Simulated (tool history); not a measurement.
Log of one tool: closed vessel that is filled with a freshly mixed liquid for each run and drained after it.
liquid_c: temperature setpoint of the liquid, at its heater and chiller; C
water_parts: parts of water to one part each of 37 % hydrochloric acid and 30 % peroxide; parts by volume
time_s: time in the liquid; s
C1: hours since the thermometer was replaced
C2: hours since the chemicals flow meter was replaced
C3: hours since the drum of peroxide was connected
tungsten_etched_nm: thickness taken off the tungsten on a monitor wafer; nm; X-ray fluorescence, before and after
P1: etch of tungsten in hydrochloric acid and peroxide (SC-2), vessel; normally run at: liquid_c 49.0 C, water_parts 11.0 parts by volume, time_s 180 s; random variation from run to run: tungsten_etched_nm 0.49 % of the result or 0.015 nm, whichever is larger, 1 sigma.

run 1 hour=4.3 | liquid_c=49.0 water_parts=11.0 time_s=180 | C1=267.9 C2=362.5 C3=618.3 | tungsten_etched_nm=28.5940
run 2 hour=7.9 | liquid_c=49.0 water_parts=11.0 time_s=180 | C1=271.5 C2=366.1 C3=621.9 | tungsten_etched_nm=28.6170
run 3 hour=11.7 | liquid_c=35.0 water_parts=11.0 time_s=180 | C1=275.3 C2=369.9 C3=625.7 | tungsten_etched_nm=10.7970
run 4 hour=16.1 | liquid_c=49.0 water_parts=4.0 time_s=180 | C1=279.7 C2=374.3 C3=630.1 | tungsten_etched_nm=62.3520
run 5 hour=18.6 | liquid_c=58.0 water_parts=4.5 time_s=180 | C1=282.2 C2=376.8 C3=632.6 | tungsten_etched_nm=103.0800
run 6 hour=21.6 | liquid_c=49.0 water_parts=11.0 time_s=30 | C1=285.2 C2=379.8 C3=635.6 | tungsten_etched_nm=4.7558
run 7 hour=24.6 | liquid_c=49.0 water_parts=11.0 time_s=180 | C1=288.2 C2=382.8 C3=638.6 | tungsten_etched_nm=28.7830
run 8 hour=28.1 | liquid_c=49.0 water_parts=11.0 time_s=365 | C1=291.7 C2=386.3 C3=642.1 | tungsten_etched_nm=57.8990
run 9 hour=30.0 | liquid_c=49.0 water_parts=11.0 time_s=180 | C1=293.6 C2=388.2 C3=644.0 | tungsten_etched_nm=28.9100
run 10 hour=33.5 | liquid_c=49.0 water_parts=4.0 time_s=85 | C1=297.1 C2=391.7 C3=647.5 | tungsten_etched_nm=29.4290
run 11 hour=37.5 | liquid_c=58.5 water_parts=11.0 time_s=180 | C1=301.1 C2=395.7 C3=651.5 | tungsten_etched_nm=53.7650
run 12 hour=39.7 | liquid_c=49.0 water_parts=11.0 time_s=180 | C1=303.3 C2=397.9 C3=653.7 | tungsten_etched_nm=28.7910
run 13 hour=42.7 | liquid_c=49.0 water_parts=18.5 time_s=180 | C1=306.3 C2=400.9 C3=656.7 | tungsten_etched_nm=18.2880
run 14 hour=44.9 | liquid_c=49.0 water_parts=6.5 time_s=295 | C1=308.5 C2=403.1 C3=658.9 | tungsten_etched_nm=72.8960
run 15 hour=47.3 | liquid_c=49.0 water_parts=11.0 time_s=180 | C1=310.9 C2=405.5 C3=661.3 | tungsten_etched_nm=28.6680
run 16 hour=50.2 | liquid_c=49.0 water_parts=11.0 time_s=180 | C1=313.8 C2=408.4 C3=664.2 | tungsten_etched_nm=28.5400
run 17 hour=53.9 | liquid_c=49.0 water_parts=11.0 time_s=180 | C1=317.5 C2=412.1 C3=667.9 | tungsten_etched_nm=27.8180
run 18 hour=56.5 | liquid_c=49.0 water_parts=11.0 time_s=180 | C1=320.1 C2=414.7 C3=670.5 | tungsten_etched_nm=27.2440
run 19 hour=59.2 | liquid_c=49.0 water_parts=11.0 time_s=180 | C1=322.8 C2=417.4 C3=673.2 | tungsten_etched_nm=26.7530
run 20 hour=62.7 | liquid_c=49.0 water_parts=11.0 time_s=180 | C1=326.3 C2=420.9 C3=676.7 | tungsten_etched_nm=26.8910
-- hour=63.4 new drum of peroxide connected
run 21 hour=65.1 | liquid_c=49.0 water_parts=11.0 time_s=180 | C1=328.7 C2=423.3 C3=1.8 | tungsten_etched_nm=26.7880

The next listed run, before its measurement:
run 22 hour=67.8 | liquid_c=49.0 water_parts=11.0 time_s=180 | C1=331.4 C2=426.0 C3=4.5 | tungsten_etched_nm=?

{"run 22": {"tungsten_etched_nm": 26.803}}

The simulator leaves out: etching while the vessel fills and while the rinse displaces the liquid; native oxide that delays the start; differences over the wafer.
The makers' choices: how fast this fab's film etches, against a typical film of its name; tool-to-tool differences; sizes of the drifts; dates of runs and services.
